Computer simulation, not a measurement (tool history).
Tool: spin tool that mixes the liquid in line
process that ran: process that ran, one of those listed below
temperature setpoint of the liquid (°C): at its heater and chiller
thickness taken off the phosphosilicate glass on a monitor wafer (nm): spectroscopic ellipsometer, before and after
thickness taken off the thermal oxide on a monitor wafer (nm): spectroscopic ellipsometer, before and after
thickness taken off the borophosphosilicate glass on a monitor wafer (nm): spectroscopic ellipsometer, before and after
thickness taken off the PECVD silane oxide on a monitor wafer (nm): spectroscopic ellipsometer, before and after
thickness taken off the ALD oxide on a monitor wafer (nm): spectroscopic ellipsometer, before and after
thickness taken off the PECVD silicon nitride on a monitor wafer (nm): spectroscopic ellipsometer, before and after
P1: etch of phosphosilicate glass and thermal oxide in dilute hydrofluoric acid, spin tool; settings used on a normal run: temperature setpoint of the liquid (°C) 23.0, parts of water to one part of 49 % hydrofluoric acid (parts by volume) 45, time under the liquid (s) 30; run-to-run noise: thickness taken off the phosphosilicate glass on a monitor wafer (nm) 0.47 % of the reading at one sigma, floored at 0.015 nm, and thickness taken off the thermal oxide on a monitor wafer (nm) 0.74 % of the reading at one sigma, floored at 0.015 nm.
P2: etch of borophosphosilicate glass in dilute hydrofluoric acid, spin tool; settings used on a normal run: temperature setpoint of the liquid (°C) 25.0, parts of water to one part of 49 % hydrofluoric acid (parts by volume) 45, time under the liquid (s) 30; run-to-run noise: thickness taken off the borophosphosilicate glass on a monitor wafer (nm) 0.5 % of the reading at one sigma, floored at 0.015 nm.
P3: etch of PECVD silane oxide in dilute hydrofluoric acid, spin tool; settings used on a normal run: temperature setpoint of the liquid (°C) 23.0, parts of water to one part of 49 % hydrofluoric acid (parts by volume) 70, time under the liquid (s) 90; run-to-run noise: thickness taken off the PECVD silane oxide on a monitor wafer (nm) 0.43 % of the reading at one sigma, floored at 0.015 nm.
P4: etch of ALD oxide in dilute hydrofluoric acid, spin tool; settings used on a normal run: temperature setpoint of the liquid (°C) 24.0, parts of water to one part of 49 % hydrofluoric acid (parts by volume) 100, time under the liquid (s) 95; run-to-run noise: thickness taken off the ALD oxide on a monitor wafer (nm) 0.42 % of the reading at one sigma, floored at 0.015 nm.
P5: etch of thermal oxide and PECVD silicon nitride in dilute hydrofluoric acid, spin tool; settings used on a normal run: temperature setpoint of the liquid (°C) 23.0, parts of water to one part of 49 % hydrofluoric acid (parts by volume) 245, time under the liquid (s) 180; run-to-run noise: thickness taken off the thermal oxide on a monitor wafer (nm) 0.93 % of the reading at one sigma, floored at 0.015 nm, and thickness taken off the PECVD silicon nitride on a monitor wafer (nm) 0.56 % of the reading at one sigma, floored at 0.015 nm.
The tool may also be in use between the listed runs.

| run | hour | process that ran | temperature setpoint of the liquid (°C) | parts of water to one part of 49 % hydrofluoric acid (parts by volume) | time under the liquid (s) | hours since the thermometer was replaced | hours since the hydrofluoric acid flow meter was replaced | thickness taken off the phosphosilicate glass on a monitor wafer (nm) | thickness taken off the thermal oxide on a monitor wafer (nm) | thickness taken off the borophosphosilicate glass on a monitor wafer (nm) | thickness taken off the PECVD silane oxide on a monitor wafer (nm) | thickness taken off the ALD oxide on a monitor wafer (nm) | thickness taken off the PECVD silicon nitride on a monitor wafer (nm) |
|---|---|---|---|---|---|---|---|---|---|---|---|---|---|
| 1 | 8.8 | P1 | 23.0 | 45 | 30 | 1486.2 | 968.9 | 52.072 | 3.21730 |  |  |  |  |
| 2 | 21.2 | P2 | 25.0 | 20 | 30 | 1498.6 | 981.3 |  |  | 82.211 |  |  |  |
| 3 | 33.6 | P3 | 23.0 | 125 | 90 | 1511.0 | 993.7 |  |  |  | 15.490 |  |  |
| 4 | 46.5 | P2 | 25.0 | 45 | 30 | 1523.9 | 1006.6 |  |  | 35.753 |  |  |  |
| 5 | 53.2 | P1 | 23.0 | 20 | 30 | 1530.6 | 1013.3 | 120.740 | 7.43180 |  |  |  |  |
| 6 | 66.2 | P4 | 24.0 | 100 | 180 | 1543.6 | 1026.3 |  |  |  |  | 22.8310 |  |
| 7 | 72.6 | P1 | 27.5 | 45 | 30 | 1550.0 | 1032.7 | 62.462 | 3.82460 |  |  |  |  |
| 8 | 84.1 | P2 | 25.0 | 45 | 55 | 1561.5 | 1044.2 |  |  | 65.667 |  |  |  |
| 9 | 96.8 | P4 | 24.0 | 150 | 95 | 1574.2 | 1056.9 |  |  |  |  | 7.6117 |  |
| 10 | 104.6 | P3 | 23.0 | 70 | 90 | 1582.0 | 1064.7 |  |  |  | 29.440 |  |  |
| 11 | 115.6 | P1 | 19.0 | 45 | 30 | 1593.0 | 1075.7 | 44.163 | 2.65730 |  |  |  |  |
| 12 | 122.9 | P5 | 18.5 | 245 | 180 | 1600.3 | 1083.0 |  | 2.37660 |  |  |  | 2.8989 |
| 13 | 130.8 | P5 | 23.0 | 70 | 180 | 1608.2 | 1090.9 |  | 11.93800 |  |  |  | 13.4590 |
| 14 | 138.1 | P2 | 25.0 | 45 | 30 | 1615.5 | 1098.2 |  |  | 35.836 |  |  |  |
| 15 | 151.3 | P1 | 23.0 | 45 | 30 | 1628.7 | 1111.4 | 52.233 | 3.14920 |  |  |  |  |
| 16 | 162.4 | P1 | 23.0 | 25 | 45 | 1639.8 | 1122.5 | 144.100 | 8.91240 |  |  |  |  |
| 17 | 171.3 | P1 | 23.0 | 45 | 30 | 1648.7 | 1131.4 | 52.035 | 3.15070 |  |  |  |  |
| 18 | 179.9 | P5 | 23.0 | 245 | 55 | 1657.3 | 1140.0 |  | 0.86703 |  |  |  | 1.1711 |
| 19 | 188.3 | P1 | 23.0 | 45 | 30 | 1665.7 | 1148.4 | 52.642 | 3.21450 |  |  |  |  |
| 20 | 195.7 | P1 | 23.0 | 45 | 30 | 1673.1 | 1155.8 | 52.284 | 3.23930 |  |  |  |  |
| 21 | 208.1 | P5 | 23.0 | 245 | 180 | 1685.5 | 1168.2 |  | 2.81610 |  |  |  | 3.9295 |
| 22 | 219.8 | P1 | 23.0 | 70 | 30 | 1697.2 | 1179.9 | 32.803 | 2.01340 |  |  |  |  |
| 23 | 227.7 | P4 | 24.0 | 100 | 95 | 1705.1 | 1187.8 |  |  |  |  | 12.1380 |  |
| 24 | 234.6 | P1 | 23.0 | 45 | 15 | 1712.0 | 1194.7 | 26.060 | 1.60850 |  |  |  |  |
| 25 | 247.6 | P1 | 23.0 | 45 | 50 | 1725.0 | 1207.7 | 87.694 | 5.32650 |  |  |  |  |
| 26 | 257.2 | P1 | 23.0 | 45 | 30 | 1734.6 | 1217.3 | 52.168 | 3.21160 |  |  |  |  |
| 27 | 268.3 | P3 | 23.0 | 70 | 140 | 1745.7 | 1228.4 |  |  |  | 46.106 |  |  |
| 28 | 279.9 | P4 | 29.5 | 100 | 95 | 1757.3 | 1240.0 |  |  |  |  | 14.9560 |  |
| 29 | 290.4 | P3 | 17.0 | 70 | 90 | 1767.8 | 1250.5 |  |  |  | 22.887 |  |  |
| 30 | 301.8 | P2 | 29.5 | 45 | 30 | 1779.2 | 1261.9 |  |  | 42.994 |  |  |  |
| 31 | 314.1 | P1 | 23.0 | 45 | 30 | 1791.5 | 1274.2 | 52.237 | 3.21810 |  |  |  |  |
| 32 | 325.1 | P1 | 23.0 | 45 | 30 | 1802.5 | 1285.2 | 49.887 | 3.08660 |  |  |  |  |
| 33 | 333.8 | P1 | 23.0 | 45 | 30 | 1811.2 | 1293.9 | 49.257 | 3.01020 |  |  |  |  |
| 34 | 342.4 | P1 | 23.0 | 45 | 30 | 1819.8 | 1302.5 | 48.549 | 2.99250 |  |  |  |  |
| 35 | 353.2 | P1 | 23.0 | 45 | 30 | 1830.6 | 1313.3 | 47.698 | 2.99520 |  |  |  |  |
| 36 | 367.0 | P1 | 23.0 | 45 | 30 | 1844.4 | 1327.1 | 47.586 | 2.95170 |  |  |  |  |
| 37 | 373.5 | P1 | 23.0 | 45 | 30 | 1850.9 | 1333.6 | 47.849 | 2.95400 |  |  |  |  |
| 38 | 386.3 | P1 | 23.0 | 45 | 30 | 1863.7 | 1346.4 | 47.638 | 2.93900 |  |  |  |  |

Something has made what P1 gives creep away from where it was; the 2 causes below, each at its own stated size, fit the log equally well:
A: hydrofluoric acid flow below the setpoint (%) = 8.23
B: liquid colder than its thermometer reads (K) = 2.17
At approximately hour 314.1, the process output began to creep.

4 check runs are offered, one wafer each, their results left as question marks. Which one tells the causes apart?
| check 1 | 399.1 | P3 | 23.0 | 70 | 90 |  |  |  |  |  | ? |  |  |
| check 2 | 399.1 | P5 | 23.0 | 245 | 180 |  |  |  | ? |  |  |  | ? |
| check 3 | 399.1 | P4 | 24.0 | 100 | 95 |  |  |  |  |  |  | ? |  |
| check 4 | 399.1 | P2 | 25.0 | 45 | 30 |  |  |  |  | ? |  |  |  |

Predicted outcomes, by check and by cause:
| check | result | if A | if B |
|---|---|---|---|
| check 1 | thickness taken off the PECVD silane oxide on a monitor wafer (nm) | 26.829 | 26.944 |
| check 2 | thickness taken off the thermal oxide on a monitor wafer (nm) | 2.52100 | 2.59210 |
| check 2 | thickness taken off the PECVD silicon nitride on a monitor wafer (nm) | 3.5934 | 3.4074 |
| check 3 | thickness taken off the ALD oxide on a monitor wafer (nm) | 11.0250 | 11.1360 |
| check 4 | thickness taken off the borophosphosilicate glass on a monitor wafer (nm) | 32.692 | 32.750 |
Gap, in per cent, between the two causes that each check separates least, read from the result that separates them most: check 1 0.43 %; check 2 5.31 %; check 3 1 %; check 4 0.18 %
The other checks would show nearly matching results whichever cause is true, so check 2 is the only one that separates the causes.

Check 2 was then run and gave: thickness taken off the thermal oxide on a monitor wafer (nm) 2.50150; thickness taken off the PECVD silicon nitride on a monitor wafer (nm) 3.6303. Which cause is it?

The correct cause is A, namely: hydrofluoric acid flow below the setpoint (%).
